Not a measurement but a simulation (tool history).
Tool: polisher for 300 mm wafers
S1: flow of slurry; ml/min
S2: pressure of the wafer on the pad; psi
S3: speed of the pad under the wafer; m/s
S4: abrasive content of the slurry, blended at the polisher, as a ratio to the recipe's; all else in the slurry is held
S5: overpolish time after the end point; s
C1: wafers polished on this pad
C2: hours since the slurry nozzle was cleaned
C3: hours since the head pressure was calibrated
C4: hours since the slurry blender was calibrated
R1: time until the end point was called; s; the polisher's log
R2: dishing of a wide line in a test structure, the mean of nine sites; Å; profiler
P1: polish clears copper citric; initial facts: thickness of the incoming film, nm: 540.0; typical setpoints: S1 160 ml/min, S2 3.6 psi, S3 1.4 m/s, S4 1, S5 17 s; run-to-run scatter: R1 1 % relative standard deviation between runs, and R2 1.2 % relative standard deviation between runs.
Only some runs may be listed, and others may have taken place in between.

run  hour   S1   S2    S3    S4  S5   C1     C2     C3     C4      R1      R2
  1   3.7  160  3.6   1.4     1  17  242     70    750  138.4  150.03  443.45
  2   8.2  160  3.6   1.4     1  17  276   74.5  754.5  142.9  152.14  447.91
  3  11.6  160  3.6   1.4     1  32  302   77.9  757.9  146.3  149.16  761.05
  4    16  160  3.6   1.4     1  17  336   82.3  762.3  150.7  150.59  455.55
  5  19.4  160  4.9  0.94     1  17  361   85.7  765.7  154.1  166.48  422.61
  6  22.7   95  3.6   1.4     1  17  387     89    769  157.4   167.5  420.79
  7  27.4  160  3.6   1.4     1  17  422   93.7  773.7  162.1  150.45  452.24
  8    31  160  3.6   1.4     1  17  450   97.3  777.3  165.7  149.73  450.44
  9  33.7   95  1.6   1.4     1  17  470    100    780  168.4  378.27  195.38
 10  37.6  160  3.6   1.4     1   5  500  103.9  783.9  172.3  149.68   145.9
 11  42.2  160  3.6   1.4  0.75  17  535  108.5  788.5  176.9  158.15  435.29
 12  44.6  160  5.1   1.4     1  17  553  110.9  790.9  179.3  105.67  615.87
 13    49  160  3.6   1.4  1.35  17  587  115.3  795.3  183.7  141.72   461.3
 14  51.9  160  1.6   1.4     1  17  609  118.2  798.2  186.6  329.54  213.76
 15  55.9  210  3.6   1.4     1  17  639  122.2  802.2  190.6  145.22  467.55
 16  59.1  160  3.6   2.1     1  17  664  125.4  805.4  193.8  99.661  621.07
 17    63  160  3.6  0.96     1  17  693  129.3  809.3  197.7  213.57  324.34
 18    66  160  3.6   1.4     1  17  716  132.3  812.3  200.7  147.92  447.02

What will run 19 give?
 19  69.2  160  3.6  1.4   1  17  741  135.5  815.5  203.9   ?   ?

R1: 152.71 s
R2: 447.49 Å
